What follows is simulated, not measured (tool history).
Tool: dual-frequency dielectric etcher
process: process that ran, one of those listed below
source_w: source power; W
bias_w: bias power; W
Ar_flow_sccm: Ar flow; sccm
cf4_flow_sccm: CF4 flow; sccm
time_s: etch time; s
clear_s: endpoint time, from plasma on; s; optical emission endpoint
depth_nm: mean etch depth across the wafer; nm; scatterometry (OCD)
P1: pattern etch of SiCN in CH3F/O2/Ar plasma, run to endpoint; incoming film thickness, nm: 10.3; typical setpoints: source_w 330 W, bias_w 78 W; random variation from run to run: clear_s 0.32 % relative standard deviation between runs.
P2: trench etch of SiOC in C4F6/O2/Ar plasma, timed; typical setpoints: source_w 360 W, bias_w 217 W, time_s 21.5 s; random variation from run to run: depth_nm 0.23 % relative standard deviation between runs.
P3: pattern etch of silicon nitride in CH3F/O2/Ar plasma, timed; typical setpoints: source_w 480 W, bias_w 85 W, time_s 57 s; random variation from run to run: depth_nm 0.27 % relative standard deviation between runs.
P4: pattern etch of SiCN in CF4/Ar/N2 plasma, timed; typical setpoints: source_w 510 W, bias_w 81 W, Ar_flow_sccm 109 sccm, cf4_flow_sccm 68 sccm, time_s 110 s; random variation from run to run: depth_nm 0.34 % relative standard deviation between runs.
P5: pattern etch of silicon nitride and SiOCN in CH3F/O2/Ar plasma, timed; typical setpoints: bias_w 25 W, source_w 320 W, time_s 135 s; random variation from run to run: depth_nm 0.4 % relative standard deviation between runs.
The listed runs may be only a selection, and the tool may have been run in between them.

| run | hour | process | source_w | bias_w | Ar_flow_sccm | cf4_flow_sccm | time_s | clear_s | depth_nm |
|---|---|---|---|---|---|---|---|---|---|
| 1 | 10.6 | P1 | 330 | 78 |  |  |  | 28.486 |  |
| 2 | 23.9 | P4 | 510 | 63 | 109 | 68 | 110 |  | 98.462 |
| 3 | 29.8 | P1 | 330 | 78 |  |  |  | 28.5 |  |
| 4 | 36.6 | P4 | 510 | 81 | 109 | 68 | 60.5 |  | 59.28 |
| 5 | 45.2 | P5 | 320 | 25 |  |  | 135 |  | 17.248 |
| 6 | 53.2 | P5 | 380 | 25 |  |  | 135 |  | 18.501 |
| 7 | 63.3 | P3 | 480 | 85 |  |  | 57 |  | 46.735 |
|  | 72.2 | source power generator calibrated |
| 8 | 74 | P1 | 330 | 78 |  |  |  | 28.372 |  |
| 9 | 86 | P5 | 320 | 25 |  |  | 87.5 |  | 11.277 |
| 10 | 94.3 | P2 | 360 | 217 |  |  | 21.5 |  | 45.388 |
| 11 | 106.3 | P1 | 380 | 107 |  |  |  | 23.941 |  |
| 12 | 113.1 | P4 | 510 | 81 | 109 | 45 | 110 |  | 100.45 |
| 13 | 120.9 | P4 | 510 | 81 | 130 | 68 | 110 |  | 105.33 |
| 14 | 132 | P1 | 240 | 78 |  |  |  | 32.083 |  |
| 15 | 143.2 | P5 | 320 | 25 |  |  | 135 |  | 17.352 |
| 16 | 151.5 | P3 | 480 | 52 |  |  | 57 |  | 39.906 |
| 17 | 158.2 | P4 | 400 | 81 | 109 | 68 | 110 |  | 86.835 |
| 18 | 169.3 | P2 | 360 | 147 |  |  | 21.5 |  | 40.038 |
|  | 178.4 | bias power generator calibrated |
| 19 | 179 | P1 | 330 | 99 |  |  |  | 25.886 |  |
| 20 | 191.1 | P2 | 230 | 217 |  |  | 21.5 |  | 38.169 |
| 21 | 197.1 | P3 | 360 | 85 |  |  | 57 |  | 41.854 |
| 22 | 209.4 | P2 | 360 | 217 |  |  | 27.5 |  | 57.813 |
| 23 | 215.7 | P5 | 320 | 31 |  |  | 135 |  | 19.216 |
| 24 | 225.6 | P1 | 330 | 78 |  |  |  | 28.278 |  |
| 25 | 231.9 | P3 | 480 | 85 |  |  | 75.5 |  | 61.702 |
| 26 | 241.5 | P1 | 330 | 62 |  |  |  | 30.789 |  |
| 27 | 248.9 | P4 | 510 | 81 | 109 | 68 | 110 |  | 107.95 |
| 28 | 261.5 | P1 | 450 | 78 |  |  |  | 25.118 |  |
| 29 | 268.1 | P1 | 330 | 78 |  |  |  | 28.346 |  |
| 30 | 281.1 | P3 | 480 | 85 |  |  | 57 |  | 46.754 |
| 31 | 292 | P1 | 330 | 78 |  |  |  | 28.229 |  |
| 32 | 302.6 | P1 | 330 | 78 |  |  |  | 28.503 |  |
| 33 | 312.3 | P1 | 330 | 78 |  |  |  | 28.298 |  |
| 34 | 322.2 | P1 | 330 | 78 |  |  |  | 28.248 |  |
|  | 334.8 | wet clean of the chamber |
| 35 | 335.4 | P1 | 330 | 78 |  |  |  | 28.011 |  |
| 36 | 341.7 | P1 | 330 | 78 |  |  |  | 28.113 |  |
| 37 | 354.2 | P1 | 330 | 78 |  |  |  | 27.968 |  |
| 38 | 365.4 | P1 | 330 | 78 |  |  |  | 27.839 |  |
| 39 | 374.9 | P1 | 330 | 78 |  |  |  | 27.998 |  |
| 40 | 381.1 | P1 | 330 | 78 |  |  |  | 28.055 |  |
| 41 | 391.8 | P1 | 330 | 78 |  |  |  | 27.936 |  |

Something has made what P1 gives creep away from where it was; the 2 causes below, each at its own stated size, fit the log equally well:
A: bias power that arrives over what is set, % = 4.53
B: source power that arrives over what is set, % = 4.44
The creep began at about hour 302.6.
Why every other cause is out:
chamber walls in a state that raises the etch rate, %: was serviced at hour 334.8, once the creep was under way, yet the earlier output never came back

Consider the 4 check runs below, whose results appear as question marks and each of which averages 2 wafers. Which one distinguishes the causes, in that each cause would give it a clearly different result?
| check 1 | 402.5 | P2 | 360 | 217 |  |  | 21.5 |  | ? |
| check 2 | 402.5 | P4 | 510 | 81 | 109 | 68 | 110 |  | ? |
| check 3 | 402.5 | P5 | 320 | 25 |  |  | 135 |  | ? |
| check 4 | 402.5 | P3 | 480 | 85 |  |  | 57 |  | ? |

Check results expected under each cause:
| check | result | if A | if B |
|---|---|---|---|
| check 1 | depth_nm | 46.01 | 46.1 |
| check 2 | depth_nm | 109.16 | 111.6 |
| check 3 | depth_nm | 17.668 | 17.568 |
| check 4 | depth_nm | 47.499 | 47.537 |
Per-check spread between the two closest causes, in the result where they differ most: check 1 0.19 %; check 2 2.21 %; check 3 0.57 %; check 4 0.08 %
Check 2 distinguishes between the causes, while the remaining checks would return nearly the same result for all of them.

Check 2 was carried out, with these results: depth_nm 108.95 nm. Which of the listed causes is responsible?

Of the candidate causes, it is A: bias power that arrives over what is set, %.
